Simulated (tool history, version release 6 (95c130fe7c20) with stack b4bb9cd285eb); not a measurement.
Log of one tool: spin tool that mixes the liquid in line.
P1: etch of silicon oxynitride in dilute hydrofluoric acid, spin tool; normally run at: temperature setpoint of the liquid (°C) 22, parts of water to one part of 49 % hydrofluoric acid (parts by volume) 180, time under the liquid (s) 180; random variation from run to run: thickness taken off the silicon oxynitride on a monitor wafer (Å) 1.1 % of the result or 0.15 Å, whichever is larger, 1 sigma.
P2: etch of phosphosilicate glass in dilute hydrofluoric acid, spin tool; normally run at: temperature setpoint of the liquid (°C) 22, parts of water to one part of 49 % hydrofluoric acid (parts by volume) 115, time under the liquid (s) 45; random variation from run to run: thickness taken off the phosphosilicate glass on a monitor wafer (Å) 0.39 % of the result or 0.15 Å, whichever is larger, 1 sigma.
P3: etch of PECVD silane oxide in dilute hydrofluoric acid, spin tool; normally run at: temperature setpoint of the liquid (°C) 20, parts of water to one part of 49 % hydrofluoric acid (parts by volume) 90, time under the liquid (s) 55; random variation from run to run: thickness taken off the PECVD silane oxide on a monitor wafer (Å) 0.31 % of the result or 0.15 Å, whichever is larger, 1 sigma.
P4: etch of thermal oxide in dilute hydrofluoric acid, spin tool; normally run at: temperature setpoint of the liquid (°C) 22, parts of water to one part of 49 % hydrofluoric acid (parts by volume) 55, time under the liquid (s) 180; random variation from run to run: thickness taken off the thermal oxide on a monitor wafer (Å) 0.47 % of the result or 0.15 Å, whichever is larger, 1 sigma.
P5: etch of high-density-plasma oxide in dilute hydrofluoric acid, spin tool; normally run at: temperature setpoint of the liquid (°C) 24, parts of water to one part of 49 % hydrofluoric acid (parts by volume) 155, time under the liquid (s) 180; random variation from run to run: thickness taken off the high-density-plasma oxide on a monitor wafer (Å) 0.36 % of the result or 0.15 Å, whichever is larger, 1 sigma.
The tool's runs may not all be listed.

run,hour,process that ran,temperature setpoint of the liquid (°C),parts of water to one part of 49 % hydrofluoric acid (parts by volume),time under the liquid (s),hours since the thermometer was replaced,hours since the hydrofluoric acid flow meter was replaced,thickness taken off the silicon oxynitride on a monitor wafer (Å),thickness taken off the thermal oxide on a monitor wafer (Å),thickness taken off the PECVD silane oxide on a monitor wafer (Å),thickness taken off the high-density-plasma oxide on a monitor wafer (Å),thickness taken off the phosphosilicate glass on a monitor wafer (Å)
1,4.1,P1,22,180,180,666.1,712,22.681,,,,
2,7.2,P1,22,250,180,669.2,715.1,15.38,,,,
3,11.1,P1,28,245,180,673.1,719,20.457,,,,
4,15.4,P4,22,55,180,677.4,723.3,,146.98,,,
5,19.1,P3,20,90,15,681.1,727,,,42.273,,
6,21.9,P4,17,55,180,683.9,729.8,,119.35,,,
7,24.6,P1,22,180,180,686.6,732.5,22.572,,,,
8,28.3,P1,26.5,280,180,690.3,736.2,16.19,,,,
9,31.3,P5,30,155,180,693.3,739.2,,,,76.193,
10,34.7,P3,20,90,55,696.7,742.6,,,156.01,,
11,38.9,P2,17,115,45,700.9,746.8,,,,,402.01
12,42.7,P1,22,180,45,704.7,750.6,5.7722,,,,
13,47.6,P4,22,55,15,709.6,755.5,,12.15,,,
14,51.1,P1,22,180,275,713.1,759,34.346,,,,
15,55.8,P2,22,40,45,717.8,763.7,,,,,1539.5
16,58.3,P5,24,285,180,720.3,766.2,,,,28.768,
17,63,P5,24,155,180,725,770.9,,,,61.373,
18,65.7,P1,18.5,180,180,727.7,773.6,18.982,,,,
19,69.2,P5,24,155,350,731.2,777.1,,,,118.67,
20,71.5,P1,22,180,180,733.5,779.4,23.145,,,,
21,74.8,P4,22,90,180,736.8,782.7,,85.401,,,
22,79.6,P3,20,145,55,741.6,787.5,,,90.986,,
23,84.3,P2,22,115,45,746.3,792.2,,,,,495.99
24,87.9,P3,17,90,55,749.9,795.8,,,137.32,,
25,92.4,P1,22,100,180,754.4,800.3,42.792,,,,
26,95,P3,20,90,55,757,802.9,,,156.87,,
27,97.2,P1,30.5,180,180,759.2,805.1,33.001,,,,
28,99.5,P1,22,180,180,761.5,807.4,22.32,,,,
29,102.7,P2,22,115,45,764.7,810.6,,,,,494.87
30,107.2,P2,22,115,15,769.2,815.1,,,,,164.57
31,110.6,P1,22,180,180,772.6,818.5,22.475,,,,
32,114.3,P1,28,70,180,776.3,822.2,81.722,,,,
33,119,P4,22,55,180,781,826.9,,146.89,,,
34,122.1,P1,22,180,180,784.1,830,22.973,,,,
35,124.5,P1,22,180,180,786.5,832.4,23.572,,,,
36,129.1,P1,22,180,180,791.1,837,23.794,,,,
37,133.3,P1,22,180,180,795.3,841.2,24.806,,,,
38,138,P1,22,180,180,800,845.9,24.307,,,,
39,142.4,P1,22,180,180,804.4,850.3,24.74,,,,
40,146.4,P1,22,180,180,808.4,854.3,24.911,,,,
41,150.3,P1,22,180,180,812.3,858.2,25.026,,,,
42,154.3,P1,22,180,180,816.3,862.2,25.424,,,,

What P1 gives has crept away from where it was. These 2 causes fit the log equally well, each at the size given:
A: hydrofluoric acid flow above the setpoint (%) = 9.57
B: liquid hotter than its thermometer reads (K) = 2.26
The creep began at about hour 122.1.

4 check runs are offered, one wafer each, their results left as question marks. Which one tells the causes apart?
check 1,158.3,P2,22,70,45,,,,,,,?
check 2,158.3,P3,17,90,15,,,,,?,,
check 3,158.3,P4,22,90,60,,,,?,,,
check 4,158.3,P5,24,280,350,,,,,,?,

What each check would give under each cause:
check,result,if A,if B
check 1,thickness taken off the phosphosilicate glass on a monitor wafer (Å),943.23,937
check 2,thickness taken off the PECVD silane oxide on a monitor wafer (Å),41.42,41.223
check 3,thickness taken off the thermal oxide on a monitor wafer (Å),31.654,31.342
check 4,thickness taken off the high-density-plasma oxide on a monitor wafer (Å),64.718,62.33
How far apart the two closest causes lie, in the result that separates them most: check 1 0.66 %; check 2 0.48 %; check 3 0.99 %; check 4 3.76 %
Only check 4 tells the causes apart: in the others they would give nearly the same result.

Then check 4 was run and gave: thickness taken off the high-density-plasma oxide on a monitor wafer (Å) 64.621. Which cause is it?

It is A: hydrofluoric acid flow above the setpoint (%).
